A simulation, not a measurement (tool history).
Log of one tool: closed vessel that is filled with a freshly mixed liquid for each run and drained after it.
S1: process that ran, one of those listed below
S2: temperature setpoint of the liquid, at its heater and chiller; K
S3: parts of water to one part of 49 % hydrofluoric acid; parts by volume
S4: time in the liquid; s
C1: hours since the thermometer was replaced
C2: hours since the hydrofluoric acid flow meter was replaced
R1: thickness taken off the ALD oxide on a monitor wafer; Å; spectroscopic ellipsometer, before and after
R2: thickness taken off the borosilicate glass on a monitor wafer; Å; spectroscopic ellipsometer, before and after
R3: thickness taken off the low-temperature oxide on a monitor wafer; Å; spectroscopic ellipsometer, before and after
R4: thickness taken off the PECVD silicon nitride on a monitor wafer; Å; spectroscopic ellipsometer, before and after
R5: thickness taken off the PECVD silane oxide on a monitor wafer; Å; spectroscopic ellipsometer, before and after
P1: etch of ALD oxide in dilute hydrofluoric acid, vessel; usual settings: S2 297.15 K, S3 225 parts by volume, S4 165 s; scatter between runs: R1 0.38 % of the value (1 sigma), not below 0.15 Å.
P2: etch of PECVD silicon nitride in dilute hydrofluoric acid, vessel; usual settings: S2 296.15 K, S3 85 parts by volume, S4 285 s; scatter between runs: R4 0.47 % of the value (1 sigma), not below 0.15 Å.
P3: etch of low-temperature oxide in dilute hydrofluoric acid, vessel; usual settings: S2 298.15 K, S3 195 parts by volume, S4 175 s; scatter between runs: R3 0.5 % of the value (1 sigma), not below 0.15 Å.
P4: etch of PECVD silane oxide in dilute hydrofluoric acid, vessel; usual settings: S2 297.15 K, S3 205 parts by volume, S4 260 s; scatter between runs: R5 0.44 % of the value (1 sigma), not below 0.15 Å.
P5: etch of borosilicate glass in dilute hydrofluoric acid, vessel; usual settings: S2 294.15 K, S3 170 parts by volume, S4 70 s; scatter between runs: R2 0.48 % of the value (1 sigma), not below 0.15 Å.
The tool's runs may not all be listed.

{"run": 1, "hour": 6.9, "S1": "P1", "S2": 297.15, "S3": 225, "S4": 165, "C1": 1356.8, "C2": 655.4, "R1": 105.5}
{"run": 2, "hour": 16.2, "S1": "P1", "S2": 304.65, "S3": 225, "S4": 165, "C1": 1366.1, "C2": 664.7, "R1": 136.92}
{"run": 3, "hour": 21.0, "S1": "P5", "S2": 294.15, "S3": 170, "S4": 70, "C1": 1370.9, "C2": 669.5, "R2": 79.847}
{"run": 4, "hour": 26.0, "S1": "P1", "S2": 297.15, "S3": 225, "S4": 165, "C1": 1375.9, "C2": 674.5, "R1": 105.43}
{"run": 5, "hour": 32.3, "S1": "P3", "S2": 291.65, "S3": 195, "S4": 175, "C1": 1382.2, "C2": 680.8, "R3": 68.207}
{"run": 6, "hour": 37.4, "S1": "P3", "S2": 298.15, "S3": 195, "S4": 175, "C1": 1387.3, "C2": 685.9, "R3": 87.29}
{"run": 7, "hour": 44.0, "S1": "P5", "S2": 294.15, "S3": 30, "S4": 70, "C1": 1393.9, "C2": 692.5, "R2": 532.71}
{"run": 8, "hour": 49.6, "S1": "P3", "S2": 298.15, "S3": 195, "S4": 175, "C1": 1399.5, "C2": 698.1, "R3": 87.468}
{"run": 9, "hour": 54.6, "S1": "P2", "S2": 296.15, "S3": 50, "S4": 285, "C1": 1404.5, "C2": 703.1, "R4": 115.18}
{"run": 10, "hour": 64.0, "S1": "P2", "S2": 290.15, "S3": 85, "S4": 285, "C1": 1413.9, "C2": 712.5, "R4": 45.027}
{"run": 11, "hour": 72.8, "S1": "P4", "S2": 297.15, "S3": 205, "S4": 260, "C1": 1422.7, "C2": 721.3, "R5": 171.41}
{"run": 12, "hour": 80.7, "S1": "P1", "S2": 297.15, "S3": 225, "S4": 165, "C1": 1430.6, "C2": 729.2, "R1": 105.14}
{"run": 13, "hour": 85.7, "S1": "P4", "S2": 297.15, "S3": 310, "S4": 260, "C1": 1435.6, "C2": 734.2, "R5": 101.47}
{"run": 14, "hour": 91.4, "S1": "P1", "S2": 290.15, "S3": 225, "S4": 165, "C1": 1441.3, "C2": 739.9, "R1": 81.184}
{"run": 15, "hour": 96.9, "S1": "P1", "S2": 297.15, "S3": 225, "S4": 165, "C1": 1446.8, "C2": 745.4, "R1": 105.89}
{"run": 16, "hour": 103.5, "S1": "P2", "S2": 296.15, "S3": 85, "S4": 285, "C1": 1453.4, "C2": 752.0, "R4": 68.839}
{"run": 17, "hour": 112.3, "S1": "P3", "S2": 298.15, "S3": 195, "S4": 80, "C1": 1462.2, "C2": 760.8, "R3": 39.985}
{"run": 18, "hour": 116.4, "S1": "P5", "S2": 294.15, "S3": 170, "S4": 130, "C1": 1466.3, "C2": 764.9, "R2": 148.58}
{"run": 19, "hour": 123.0, "S1": "P3", "S2": 298.15, "S3": 270, "S4": 175, "C1": 1472.9, "C2": 771.5, "R3": 59.021}
{"run": 20, "hour": 129.0, "S1": "P1", "S2": 293.15, "S3": 225, "S4": 50, "C1": 1478.9, "C2": 777.5, "R1": 27.384}
{"run": 21, "hour": 136.7, "S1": "P1", "S2": 297.15, "S3": 225, "S4": 75, "C1": 1486.6, "C2": 785.2, "R1": 48.046}
{"run": 22, "hour": 143.8, "S1": "P5", "S2": 294.15, "S3": 170, "S4": 70, "C1": 1493.7, "C2": 792.3, "R2": 79.79}
{"run": 23, "hour": 152.4, "S1": "P1", "S2": 297.15, "S3": 225, "S4": 165, "C1": 1502.3, "C2": 800.9, "R1": 105.46}
{"run": 24, "hour": 158.1, "S1": "P5", "S2": 290.15, "S3": 170, "S4": 70, "C1": 1508.0, "C2": 806.6, "R2": 69.029}
{"run": 25, "hour": 165.6, "S1": "P1", "S2": 291.15, "S3": 225, "S4": 260, "C1": 1515.5, "C2": 814.1, "R1": 132.34}
{"run": 26, "hour": 175.0, "S1": "P1", "S2": 297.15, "S3": 310, "S4": 165, "C1": 1524.9, "C2": 823.5, "R1": 70.11}
{"run": 27, "hour": 180.9, "S1": "P2", "S2": 296.15, "S3": 85, "S4": 285, "C1": 1530.8, "C2": 829.4, "R4": 68.463}
{"run": 28, "hour": 186.5, "S1": "P2", "S2": 296.15, "S3": 85, "S4": 460, "C1": 1536.4, "C2": 835.0, "R4": 110.59}
{"run": 29, "hour": 194.8, "S1": "P1", "S2": 297.15, "S3": 225, "S4": 330, "C1": 1544.7, "C2": 843.3, "R1": 212.11}
{"run": 30, "hour": 203.0, "S1": "P1", "S2": 297.15, "S3": 105, "S4": 165, "C1": 1552.9, "C2": 851.5, "R1": 258.64}
{"run": 31, "hour": 210.4, "S1": "P4", "S2": 297.15, "S3": 205, "S4": 30, "C1": 1560.3, "C2": 858.9, "R5": 20.028}
{"run": 32, "hour": 218.2, "S1": "P4", "S2": 290.15, "S3": 205, "S4": 260, "C1": 1568.1, "C2": 866.7, "R5": 130.48}
{"run": 33, "hour": 222.5, "S1": "P4", "S2": 297.15, "S3": 205, "S4": 260, "C1": 1572.4, "C2": 871.0, "R5": 170.0}
{"run": 34, "hour": 227.8, "S1": "P1", "S2": 297.15, "S3": 225, "S4": 165, "C1": 1577.7, "C2": 876.3, "R1": 105.92}
{"run": 35, "hour": 233.1, "S1": "P1", "S2": 297.15, "S3": 225, "S4": 165, "C1": 1583.0, "C2": 881.6, "R1": 107.69}
{"run": 36, "hour": 241.9, "S1": "P1", "S2": 297.15, "S3": 225, "S4": 165, "C1": 1591.8, "C2": 890.4, "R1": 110.29}
{"run": 37, "hour": 248.4, "S1": "P1", "S2": 297.15, "S3": 225, "S4": 165, "C1": 1598.3, "C2": 896.9, "R1": 111.4}
{"run": 38, "hour": 254.4, "S1": "P1", "S2": 297.15, "S3": 225, "S4": 165, "C1": 1604.3, "C2": 902.9, "R1": 112.45}
{"run": 39, "hour": 259.6, "S1": "P1", "S2": 297.15, "S3": 225, "S4": 165, "C1": 1609.5, "C2": 908.1, "R1": 113.21}
{"run": 40, "hour": 266.8, "S1": "P1", "S2": 297.15, "S3": 225, "S4": 165, "C1": 1616.7, "C2": 915.3, "R1": 113.28}
{"run": 41, "hour": 272.3, "S1": "P1", "S2": 297.15, "S3": 225, "S4": 165, "C1": 1622.2, "C2": 920.8, "R1": 114.0}
{"run": 42, "hour": 280.0, "S1": "P1", "S2": 297.15, "S3": 225, "S4": 165, "C1": 1629.9, "C2": 928.5, "R1": 113.99}
{"run": 43, "hour": 286.3, "S1": "P1", "S2": 297.15, "S3": 225, "S4": 165, "C1": 1636.2, "C2": 934.8, "R1": 113.52}
{"run": 44, "hour": 291.6, "S1": "P1", "S2": 297.15, "S3": 225, "S4": 165, "C1": 1641.5, "C2": 940.1, "R1": 113.98}
{"run": 45, "hour": 301.0, "S1": "P1", "S2": 297.15, "S3": 225, "S4": 165, "C1": 1650.9, "C2": 949.5, "R1": 114.29}

The output of P1 has drifted from where it used to be. Each of the 2 causes below, taken at the size shown beside it, accounts for the log equally well:
A: hydrofluoric acid flow above the setpoint (%) = 6.55
B: liquid hotter than its thermometer reads (K) = 2.18
At approximately hour 227.8, the process output began to creep.

Listed below are the offered check runs, one wafer per run, with question marks in place of results. For which of them would the causes give clearly different outcomes?
{"run": "check 1", "hour": 310.4, "S1": "P5", "S2": 294.15, "S3": 170, "S4": 70, "R2": "?"}
{"run": "check 2", "hour": 310.4, "S1": "P3", "S2": 298.15, "S3": 195, "S4": 175, "R3": "?"}
{"run": "check 3", "hour": 310.4, "S1": "P2", "S2": 296.15, "S3": 85, "S4": 285, "R4": "?"}
{"run": "check 4", "hour": 310.4, "S1": "P4", "S2": 297.15, "S3": 205, "S4": 260, "R5": "?"}

Outcome of each check run for each possible cause:
check=check_1 result=R2 if_A=86.677 if_B=87.503
check=check_2 result=R3 if_A=95.027 if_B=95.235
check=check_3 result=R4 if_A=72.781 if_B=79.009
check=check_4 result=R5 if_A=184.450 if_B=184.880
How far apart the two closest causes lie, in the result that separates them most: check 1 0.95 %; check 2 0.22 %; check 3 8.21 %; check 4 0.23 %
Only in check 3 would the causes give clearly different results; in the remaining checks their results would be nearly the same.

With check 3 done, the readings were: R4 72.487 Å. Identify which of the listed causes applies.

The correct cause is A, namely: hydrofluoric acid flow above the setpoint (%).
